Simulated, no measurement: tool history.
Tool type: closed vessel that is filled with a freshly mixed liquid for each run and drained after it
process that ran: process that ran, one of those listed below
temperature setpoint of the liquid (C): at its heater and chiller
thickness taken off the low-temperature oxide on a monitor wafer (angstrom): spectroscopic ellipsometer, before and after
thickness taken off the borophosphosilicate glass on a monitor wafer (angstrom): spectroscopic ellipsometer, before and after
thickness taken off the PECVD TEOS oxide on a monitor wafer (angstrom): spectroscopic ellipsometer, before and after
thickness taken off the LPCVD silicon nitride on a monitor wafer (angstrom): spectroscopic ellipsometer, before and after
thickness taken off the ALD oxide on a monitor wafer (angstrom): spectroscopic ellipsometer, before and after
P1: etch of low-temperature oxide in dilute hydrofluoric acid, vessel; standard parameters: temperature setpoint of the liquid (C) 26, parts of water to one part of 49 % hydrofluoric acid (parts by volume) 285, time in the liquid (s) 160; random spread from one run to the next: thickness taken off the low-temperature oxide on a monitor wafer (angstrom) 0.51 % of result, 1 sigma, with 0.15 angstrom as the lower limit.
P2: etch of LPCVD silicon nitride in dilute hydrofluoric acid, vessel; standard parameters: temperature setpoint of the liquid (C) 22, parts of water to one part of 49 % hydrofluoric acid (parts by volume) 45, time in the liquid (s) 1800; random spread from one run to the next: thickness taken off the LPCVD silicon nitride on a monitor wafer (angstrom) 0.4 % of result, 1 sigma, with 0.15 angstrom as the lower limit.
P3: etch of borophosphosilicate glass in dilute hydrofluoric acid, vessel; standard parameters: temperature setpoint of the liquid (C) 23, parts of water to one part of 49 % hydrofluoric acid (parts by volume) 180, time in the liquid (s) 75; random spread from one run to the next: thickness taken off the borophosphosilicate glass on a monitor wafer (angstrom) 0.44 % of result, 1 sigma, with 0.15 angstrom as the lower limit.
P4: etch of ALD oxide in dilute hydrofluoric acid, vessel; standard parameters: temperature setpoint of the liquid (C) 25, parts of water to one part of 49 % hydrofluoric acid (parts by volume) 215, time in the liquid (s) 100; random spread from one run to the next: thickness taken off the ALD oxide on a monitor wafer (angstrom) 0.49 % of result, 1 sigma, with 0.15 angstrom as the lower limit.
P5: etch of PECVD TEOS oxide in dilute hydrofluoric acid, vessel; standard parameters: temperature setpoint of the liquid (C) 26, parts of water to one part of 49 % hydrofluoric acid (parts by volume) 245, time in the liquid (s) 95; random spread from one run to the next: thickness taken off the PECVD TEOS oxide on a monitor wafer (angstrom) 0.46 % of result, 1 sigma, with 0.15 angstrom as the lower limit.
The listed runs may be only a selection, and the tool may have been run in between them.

run   hour  process that ran  temperature setpoint of the liquid (C)  parts of water to one part of 49 % hydrofluoric acid (parts by volume)  time in the liquid (s)  thickness taken off the low-temperature oxide on a monitor wafer (angstrom)  thickness taken off the borophosphosilicate glass on a monitor wafer (angstrom)  thickness taken off the PECVD TEOS oxide on a monitor wafer (angstrom)  thickness taken off the LPCVD silicon nitride on a monitor wafer (angstrom)  thickness taken off the ALD oxide on a monitor wafer (angstrom)
  1   16.2                P1                                      26                                                                     285                     160                                                                       62.509
  2   27.9                P3                                      23                                                                      90                      75                                                                                                                                                        402.14
  3   45.5                P1                                      26                                                                     285                     160                                                                       61.954
  4   53.3                P1                                      26                                                                     485                     160                                                                       30.352
      59.7  -- thermometer replaced
  5   63.5                P5                                      26                                                                     245                      95                                                                                                                                                                                                                                45.494
  6   75.1                P1                                      26                                                                     165                     160                                                                       122.26
  7   87.7                P3                                      31                                                                     180                      75                                                                                                                                                        242.32
  8   95.5                P2                                    27.5                                                                      45                    1800                                                                                                                                                                                                                                                                                                             273.71
  9  108.7                P3                                      23                                                                     180                      30                                                                                                                                                        72.168
 10    120                P4                                      25                                                                     215                     100                                                                                                                                                                                                                                                                                                                                                                              141.34
 11  129.2                P1                                      26                                                                     285                     160                                                                       62.661
 12  145.7                P3                                      23                                                                     180                      75                                                                                                                                                        181.32
 13  158.9                P1                                      21                                                                     285                     160                                                                       52.773
 14  169.1                P5                                      26                                                                     245                     160                                                                                                                                                                                                                                76.652
 15  181.4                P1                                      34                                                                     285                     160                                                                       81.964
 16  197.2                P2                                      22                                                                      45                     390                                                                                                                                                                                                                                                                                                             40.674
 17  214.3                P1                                      26                                                                     285                      30                                                                       11.755
 18  230.7                P1                                      26                                                                     285                     160                                                                       62.067
 19  243.3                P5                                    19.5                                                                     245                      95                                                                                                                                                                                                                                35.678
 20  255.5                P4                                      25                                                                     215                      55                                                                                                                                                                                                                                                                                                                                                                              77.314
 21  269.6                P2                                      22                                                                      45                    1800                                                                                                                                                                                                                                                                                                              188.3
 22  280.5                P2                                      22                                                                      45                    1800                                                                                                                                                                                                                                                                                                             188.84
 23  292.3                P1                                      26                                                                     285                     160                                                                       63.183
 24  306.8                P1                                      26                                                                     285                     295                                                                       115.29
 25  316.7                P4                                      25                                                                      80                     100                                                                                                                                                                                                                                                                                                                                                                              446.73
 26  324.3                P4                                      25                                                                     215                     100                                                                                                                                                                                                                                                                                                                                                                               140.6
 27  339.6                P1                                      19                                                                     285                     295                                                                       88.865
 28  355.1                P2                                      22                                                                      30                    1800                                                                                                                                                                                                                                                                                                             278.95
 29  369.6                P1                                    33.5                                                                     170                     160                                                                       155.36
 30  385.2                P4                                    30.5                                                                     215                     100                                                                                                                                                                                                                                                                                                                                                                              172.65
 31  400.1                P5                                      26                                                                     130                      95                                                                                                                                                                                                                                97.734
 32  414.1                P5                                      26                                                                     245                      95                                                                                                                                                                                                                                45.512
 33    430                P1                                      26                                                                     285                     160                                                                       62.687
 34  445.5                P1                                      26                                                                     285                     160                                                                       63.741
 35  457.8                P1                                      26                                                                     285                     160                                                                       64.406
 36  467.4                P1                                      26                                                                     285                     160                                                                       65.471
 37  480.3                P1                                      26                                                                     285                     160                                                                       65.317
 38  489.1                P1                                      26                                                                     285                     160                                                                       65.677
 39  506.5                P1                                      26                                                                     285                     160                                                                       65.475
 40  520.8                P1                                      26                                                                     285                     160                                                                       66.452
 41  534.6                P1                                      26                                                                     285                     160                                                                       66.489
 42  547.1                P1                                      26                                                                     285                     160                                                                       66.377
 43  563.7                P1                                      26                                                                     285                     160                                                                       66.405

What P1 gives has crept off from where it sat before. The 2 causes that follow fit the log equally well, each at the size noted:
A: liquid hotter than its thermometer reads (K) = 1.76
B: hydrofluoric acid flow above the setpoint (%) = 4.71
The creep began at about hour 430.

The check runs listed below each take one wafer, and their results are still question marks. Under which run would the listed causes lead to clearly different results?
check 1  580.3                P2                                      22                                                                      45                    1800                                                                                                                                                                                                                                                                                                                  ?
check 2  580.3                P3                                      23                                                                     180                      75                                                                                                                                                             ?
check 3  580.3                P5                                      26                                                                     245                      95                                                                                                                                                                                                                                     ?
check 4  580.3                P4                                      25                                                                     215                     100                                                                                                                                                                                                                                                                                                                                                                                   ?

If the cause were each of the candidates in turn, the checks would give the following:
  check                                                                           result    if A    if B
check 1      thickness taken off the LPCVD silicon nitride on a monitor wafer (angstrom)  212.06  196.68
check 2  thickness taken off the borophosphosilicate glass on a monitor wafer (angstrom)  194.12  191.95
check 3           thickness taken off the PECVD TEOS oxide on a monitor wafer (angstrom)  48.318  48.163
check 4                  thickness taken off the ALD oxide on a monitor wafer (angstrom)  150.26  149.28
How far apart the two closest causes lie, in the result that separates them most: check 1 7.53 %; check 2 1.12 %; check 3 0.32 %; check 4 0.65 %
The causes can be told apart only by check 1. The other checks would give nearly the same results under each of them.

Then check 1 was run and gave: thickness taken off the LPCVD silicon nitride on a monitor wafer (angstrom) 197.25. Which cause is it?

It was cause B: hydrofluoric acid flow above the setpoint (%).

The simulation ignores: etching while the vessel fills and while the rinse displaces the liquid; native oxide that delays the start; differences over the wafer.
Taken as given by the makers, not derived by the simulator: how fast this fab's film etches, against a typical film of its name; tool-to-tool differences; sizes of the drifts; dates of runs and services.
